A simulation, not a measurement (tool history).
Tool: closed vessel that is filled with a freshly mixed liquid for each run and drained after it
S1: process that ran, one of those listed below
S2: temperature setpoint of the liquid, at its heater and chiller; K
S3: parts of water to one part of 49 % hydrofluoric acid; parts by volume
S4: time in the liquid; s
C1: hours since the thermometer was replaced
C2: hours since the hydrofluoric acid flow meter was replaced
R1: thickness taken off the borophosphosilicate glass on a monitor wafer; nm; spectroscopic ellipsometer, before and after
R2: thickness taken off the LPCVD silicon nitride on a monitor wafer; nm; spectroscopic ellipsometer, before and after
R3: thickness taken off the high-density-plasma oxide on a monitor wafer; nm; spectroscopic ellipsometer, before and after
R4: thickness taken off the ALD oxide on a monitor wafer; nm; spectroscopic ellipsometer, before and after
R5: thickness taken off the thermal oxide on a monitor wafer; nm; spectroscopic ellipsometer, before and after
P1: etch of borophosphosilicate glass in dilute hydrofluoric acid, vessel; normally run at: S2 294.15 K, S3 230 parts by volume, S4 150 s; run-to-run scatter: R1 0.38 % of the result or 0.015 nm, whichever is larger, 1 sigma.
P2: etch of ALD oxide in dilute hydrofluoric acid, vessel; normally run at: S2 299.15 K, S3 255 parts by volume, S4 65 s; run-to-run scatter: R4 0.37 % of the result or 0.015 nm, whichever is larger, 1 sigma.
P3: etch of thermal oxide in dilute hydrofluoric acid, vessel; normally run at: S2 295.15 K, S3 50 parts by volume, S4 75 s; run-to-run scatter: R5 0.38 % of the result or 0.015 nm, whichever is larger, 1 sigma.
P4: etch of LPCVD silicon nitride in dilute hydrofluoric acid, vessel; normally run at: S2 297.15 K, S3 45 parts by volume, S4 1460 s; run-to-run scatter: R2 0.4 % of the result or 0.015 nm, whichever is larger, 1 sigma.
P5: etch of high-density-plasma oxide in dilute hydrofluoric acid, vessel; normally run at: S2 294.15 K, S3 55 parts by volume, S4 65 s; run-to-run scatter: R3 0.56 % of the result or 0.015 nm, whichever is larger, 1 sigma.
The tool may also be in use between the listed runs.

run   hour  S1      S2   S3    S4      C1      C2      R1      R2      R3      R4      R5
  1    8.7  P1  294.15  230   150   579.8   641.3  21.528
  2   17.2  P1  294.15  230   150   588.3   649.8  21.526
  3   29.6  P4  292.65   45  1460   600.7   662.2          12.676
  4   37.7  P5  294.15   55    65   608.8   670.3                  5.5898
  5   53.3  P1  290.15  135   150   624.4   685.9  34.395
  6     67  P4  297.15   20  1460   638.1   699.6          37.464
  7   77.5  P2  299.15  255    30   648.6   710.1                           3.435
  8   91.3  P1  290.15  230   150   662.4   723.9  18.499
  9  100.5  P1  298.15  230   150   671.6   733.1  25.035
 10  113.1  P1  294.15  105   150   684.2   745.7  53.597
 11  128.3  P3  290.15   50    75   699.4   760.9                                  5.6919
 12  143.4  P5  294.15   55    30   714.5     776                  2.5772
 13  156.9  P1  298.15  230    30     728   789.5  4.9909
 14  168.4  P1  294.15  230   230   739.5     801  33.004
 15  181.6  P1  294.15  230   150   752.7   814.2  21.501
 16  199.5  P2  303.15  255    65   770.6   832.1                          8.5783
 17  211.5  P4  297.15   45  2585   782.6   844.1          30.364
 18  220.8  P1  294.15  230   150   791.9   853.4  21.653
 19  235.1  P3  295.15   50    75   806.2   867.7                                  7.0811
 20  250.3  P2  299.15  255    65   821.4   882.9                          7.5024
 21  258.1  P1  294.15  230   150   829.2   890.7  21.525
 22  274.2  P3  295.15   90    75   845.3   906.8                                  3.7563
 23  289.7  P3  295.15   50    75   860.8   922.3                                  7.0525
 24  306.1  P5  294.15   55    65   877.2   938.7                  5.6004
 25  313.9  P1  294.15  230    40     885   946.5  5.7405
 26  324.3  P2  299.15  365    65   895.4   956.9                          4.6987
 27  335.1  P5  294.15   95    65   906.2   967.7                  3.1025
 28  343.2  P1  294.15  230   150   914.3   975.8   21.62
 29    357  P5  300.65   55    65   928.1   989.6                  7.2953
 30  367.7  P3  295.15   50    30   938.8  1000.3                                  2.8358
 31    385  P4  297.15   45  1460   956.1  1017.6          17.255
 32  394.4  P1  294.15  320   150   965.5    1027  14.233
 33    409  P1  294.15  230   150   980.1  1041.6  21.519
 34  419.8  P1  294.15  230   150   990.9  1052.4  20.739
 35    434  P1  294.15  230   150  1005.1  1066.6    20.4
 36  446.5  P1  294.15  230   150  1017.6  1079.1  20.138
 37  456.4  P1  294.15  230   150  1027.5    1089  19.897
 38  468.3  P1  294.15  230   150  1039.4  1100.9  19.711
 39  476.1  P1  294.15  230   150  1047.2  1108.7  19.851
 40  489.5  P1  294.15  230   150  1060.6  1122.1  19.706
 41  500.7  P1  294.15  230   150  1071.8  1133.3  19.687
 42  514.5  P1  294.15  230   150  1085.6  1147.1  19.643

What P1 gives has crept away from where it was. These 2 causes fit the log equally well, each at the size given:
A: hydrofluoric acid flow below the setpoint (%) = 7.21
B: liquid colder than its thermometer reads (K) = 2.43
The creep began at about hour 409.

4 check runs are offered, one wafer each, their results left as question marks. Which one tells the causes apart?
check 1  528.3  P2  302.15  255    30                       ?
check 2  528.3  P5  294.15   75    30                   ?
check 3  528.3  P4  294.15   45  1460               ?
check 4  528.3  P3  295.15   90    30                           ?

What each check would give under each cause:
  check  result    if A    if B
check 1      R4  3.4808  3.5301
check 2      R3  1.7028  1.6693
check 3      R2  12.979  11.783
check 4      R5  1.3764  1.3536
How far apart the two closest causes lie, in the result that separates them most: check 1 1.41 %; check 2 1.99 %; check 3 9.66 %; check 4 1.67 %
Only check 3 tells the causes apart: in the others they would give nearly the same result.

Check 3 was then run and gave: R2 11.746 nm. Which cause is it?

It is B: liquid colder than its thermometer reads (K).

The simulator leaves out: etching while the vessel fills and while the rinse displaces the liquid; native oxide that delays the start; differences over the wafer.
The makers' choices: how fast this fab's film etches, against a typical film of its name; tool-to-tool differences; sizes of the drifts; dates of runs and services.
